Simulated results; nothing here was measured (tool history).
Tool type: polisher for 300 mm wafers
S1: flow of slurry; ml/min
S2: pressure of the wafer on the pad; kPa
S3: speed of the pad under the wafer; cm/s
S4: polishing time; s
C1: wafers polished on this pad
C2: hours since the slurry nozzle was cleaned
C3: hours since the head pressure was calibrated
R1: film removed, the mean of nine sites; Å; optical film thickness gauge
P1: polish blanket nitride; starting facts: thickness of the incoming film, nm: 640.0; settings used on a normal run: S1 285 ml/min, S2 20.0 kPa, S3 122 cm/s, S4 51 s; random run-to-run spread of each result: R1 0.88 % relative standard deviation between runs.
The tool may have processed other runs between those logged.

{"run": 1, "hour": 11.4, "S1": 285, "S2": 20.0, "S3": 122, "S4": 51, "C1": 555, "C2": 654.3, "C3": 96.1, "R1": 846.86}
{"run": 2, "hour": 21.4, "S1": 285, "S2": 20.0, "S3": 122, "S4": 51, "C1": 645, "C2": 664.3, "C3": 106.1, "R1": 851.94}
{"run": 3, "hour": 27.8, "S1": 285, "S2": 20.0, "S3": 122, "S4": 51, "C1": 703, "C2": 670.7, "C3": 112.5, "R1": 846.91}
{"run": 4, "hour": 37.5, "S1": 375, "S2": 20.0, "S3": 150, "S4": 51, "C1": 790, "C2": 680.4, "C3": 122.2, "R1": 1037.5}
{"run": 5, "hour": 45.8, "S1": 285, "S2": 15.2, "S3": 122, "S4": 51, "C1": 865, "C2": 688.7, "C3": 130.5, "R1": 648.45}
{"run": 6, "hour": 57.8, "S1": 400, "S2": 20.0, "S3": 178, "S4": 51, "C1": 973, "C2": 700.7, "C3": 142.5, "R1": 1180.7}
{"run": 7, "hour": 64.1, "S1": 285, "S2": 20.0, "S3": 122, "S4": 74, "C1": 1029, "C2": 707.0, "C3": 148.8, "R1": 1231.4}
{"run": 8, "hour": 73.7, "S1": 285, "S2": 20.0, "S3": 66, "S4": 51, "C1": 1116, "C2": 716.6, "C3": 158.4, "R1": 523.67}
{"run": 9, "hour": 82.3, "S1": 285, "S2": 26.2, "S3": 122, "S4": 68, "C1": 1193, "C2": 725.2, "C3": 167.0, "R1": 1487.0}
{"run": 10, "hour": 88.0, "S1": 410, "S2": 20.0, "S3": 122, "S4": 51, "C1": 1244, "C2": 730.9, "C3": 172.7, "R1": 865.92}
{"run": 11, "hour": 95.6, "S1": 285, "S2": 20.0, "S3": 172, "S4": 51, "C1": 1313, "C2": 738.5, "C3": 180.3, "R1": 1128.6}
{"run": 12, "hour": 101.8, "S1": 170, "S2": 20.0, "S3": 122, "S4": 51, "C1": 1368, "C2": 744.7, "C3": 186.5, "R1": 798.17}
{"run": 13, "hour": 107.7, "S1": 285, "S2": 20.0, "S3": 122, "S4": 30, "C1": 1421, "C2": 750.6, "C3": 192.4, "R1": 500.15}
{"run": 14, "hour": 113.2, "S1": 285, "S2": 20.0, "S3": 122, "S4": 51, "C1": 1471, "C2": 756.1, "C3": 197.9, "R1": 860.24}
{"run": 15, "hour": 125.9, "S1": 285, "S2": 29.0, "S3": 122, "S4": 51, "C1": 1585, "C2": 768.8, "C3": 210.6, "R1": 1248.6}
{"run": 16, "hour": 133.8, "S1": 285, "S2": 20.0, "S3": 122, "S4": 51, "C1": 1656, "C2": 776.7, "C3": 218.5, "R1": 848.76}
{"run": 17, "hour": 143.3, "S1": 285, "S2": 20.0, "S3": 122, "S4": 51, "C1": 1742, "C2": 786.2, "C3": 228.0, "R1": 853.06}
{"run": 18, "hour": 154.8, "S1": 285, "S2": 20.0, "S3": 122, "S4": 51, "C1": 1845, "C2": 797.7, "C3": 239.5, "R1": 825.1}
{"hour": 161.7, "done": "head pressure recalibrated"}
{"run": 19, "hour": 164.2, "S1": 285, "S2": 20.0, "S3": 122, "S4": 51, "C1": 1930, "C2": 807.1, "C3": 2.6, "R1": 813.08}
{"run": 20, "hour": 171.0, "S1": 285, "S2": 20.0, "S3": 122, "S4": 51, "C1": 1991, "C2": 813.9, "C3": 9.4, "R1": 833.14}
{"run": 21, "hour": 179.2, "S1": 285, "S2": 20.0, "S3": 122, "S4": 51, "C1": 2065, "C2": 822.1, "C3": 17.6, "R1": 806.28}
{"run": 22, "hour": 187.6, "S1": 285, "S2": 20.0, "S3": 122, "S4": 51, "C1": 2140, "C2": 830.5, "C3": 26.0, "R1": 794.74}
{"run": 23, "hour": 193.9, "S1": 285, "S2": 20.0, "S3": 122, "S4": 51, "C1": 2197, "C2": 836.8, "C3": 32.3, "R1": 794.46}

Something has made what P1 gives creep away from where it was; the 2 causes below, each at its own stated size, fit the log equally well:
A: removal rate lost through wear of the pad, % = 5.6
B: slurry flow missing at the pad, % = 38.2
Creep in the process output first set in at about hour 143.3.
Ruled out, with reasons:
head's pressure below its setpoint, %: serviced at hour 161.7, after the change had begun; the process did not return to its earlier output

Each of the check runs listed below is run on 5 wafers and reports their average, with the results left as question marks. Pick the one under which the possible causes would lead to clearly different results.
{"run": "check 1", "hour": 200.2, "S1": 285, "S2": 20.0, "S3": 122, "S4": 62, "R1": "?"}
{"run": "check 2", "hour": 200.2, "S1": 285, "S2": 20.0, "S3": 160, "S4": 51, "R1": "?"}
{"run": "check 3", "hour": 200.2, "S1": 170, "S2": 15.9, "S3": 122, "S4": 51, "R1": "?"}
{"run": "check 4", "hour": 200.2, "S1": 285, "S2": 20.0, "S3": 152, "S4": 51, "R1": "?"}

What every check run would give for each of its results, assuming each possible cause in turn:
check=check_1 result=R1 if_A=979.30 if_B=979.30
check=check_2 result=R1 if_A=1000.70 if_B=1000.70
check=check_3 result=R1 if_A=599.88 if_B=578.93
check=check_4 result=R1 if_A=960.46 if_B=960.46
Separation of the two closest causes in each check, using whichever result separates them best: check 1 0 %; check 2 0 %; check 3 3.56 %; check 4 0 %
Check 3 tells the causes apart: in the others they would give nearly the same result.

Here is what check 3 returned: R1 579.85 Å. Which cause is it?

It was cause B: slurry flow missing at the pad, %.

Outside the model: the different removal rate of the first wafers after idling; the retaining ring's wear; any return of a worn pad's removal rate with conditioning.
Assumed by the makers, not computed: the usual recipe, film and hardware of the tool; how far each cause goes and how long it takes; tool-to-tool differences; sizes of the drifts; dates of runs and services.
